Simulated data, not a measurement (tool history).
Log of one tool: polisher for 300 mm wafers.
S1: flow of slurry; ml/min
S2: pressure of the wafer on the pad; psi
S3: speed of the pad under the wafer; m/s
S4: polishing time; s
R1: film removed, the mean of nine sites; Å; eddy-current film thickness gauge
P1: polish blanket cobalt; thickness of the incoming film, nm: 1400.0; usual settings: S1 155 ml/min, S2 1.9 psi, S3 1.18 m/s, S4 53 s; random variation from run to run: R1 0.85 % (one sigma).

Run 1, day 0.317: S1 155 ml/min, S2 1.9 psi, S3 1.18 m/s, S4 53 s. Result: R1 2708.7 Å.
Run 2, day 0.996: S1 220 ml/min, S2 1.9 psi, S3 1.18 m/s, S4 53 s. Result: R1 2760.6 Å.
Run 3, day 1.629: S1 95 ml/min, S2 1.9 psi, S3 1.18 m/s, S4 53 s. Result: R1 2379.5 Å.
Run 4, day 2.279: S1 155 ml/min, S2 1.9 psi, S3 1.18 m/s, S4 84 s. Result: R1 4184.3 Å.
Run 5, day 2.846: S1 155 ml/min, S2 2.8 psi, S3 1.18 m/s, S4 53 s. Result: R1 3938.3 Å.
Run 6, day 3.2: S1 155 ml/min, S2 1.9 psi, S3 1.18 m/s, S4 53 s. Result: R1 2687.8 Å.
Run 7, day 3.579: S1 155 ml/min, S2 1.9 psi, S3 1.54 m/s, S4 53 s. Result: R1 3454.8 Å.
At day 3.962: slurry nozzle cleaned.
Run 8, day 4.142: S1 230 ml/min, S2 1.9 psi, S3 1.18 m/s, S4 39 s. Result: R1 2038.1 Å.
Run 9, day 4.571: S1 155 ml/min, S2 1.9 psi, S3 1.18 m/s, S4 53 s. Result: R1 2680 Å.
Run 10, day 5.004: S1 155 ml/min, S2 1.9 psi, S3 1.18 m/s, S4 53 s. Result: R1 2655.5 Å.
Run 11, day 5.488: S1 155 ml/min, S2 1.9 psi, S3 0.76 m/s, S4 53 s. Result: R1 1719.9 Å.
Run 12, day 5.912: S1 155 ml/min, S2 0.9 psi, S3 1.18 m/s, S4 53 s. Result: R1 1267.1 Å.
Run 13, day 6.4: S1 155 ml/min, S2 1.9 psi, S3 1.18 m/s, S4 26 s. Result: R1 1292 Å.
Run 14, day 6.729: S1 120 ml/min, S2 1.9 psi, S3 0.6 m/s, S4 53 s. Result: R1 1262.9 Å.
Run 15, day 7.171: S1 155 ml/min, S2 1.9 psi, S3 1.18 m/s, S4 53 s. Result: R1 2659.2 Å.
Run 16, day 7.767: S1 155 ml/min, S2 1.9 psi, S3 1.18 m/s, S4 53 s. Result: R1 2568.4 Å.

The next listed run, before its measurement:
Run 17, day 8.346: S1 155 ml/min, S2 1.9 psi, S3 1.18 m/s, S4 53 s. Result: R1 ?.

R1: 2480.7 Å
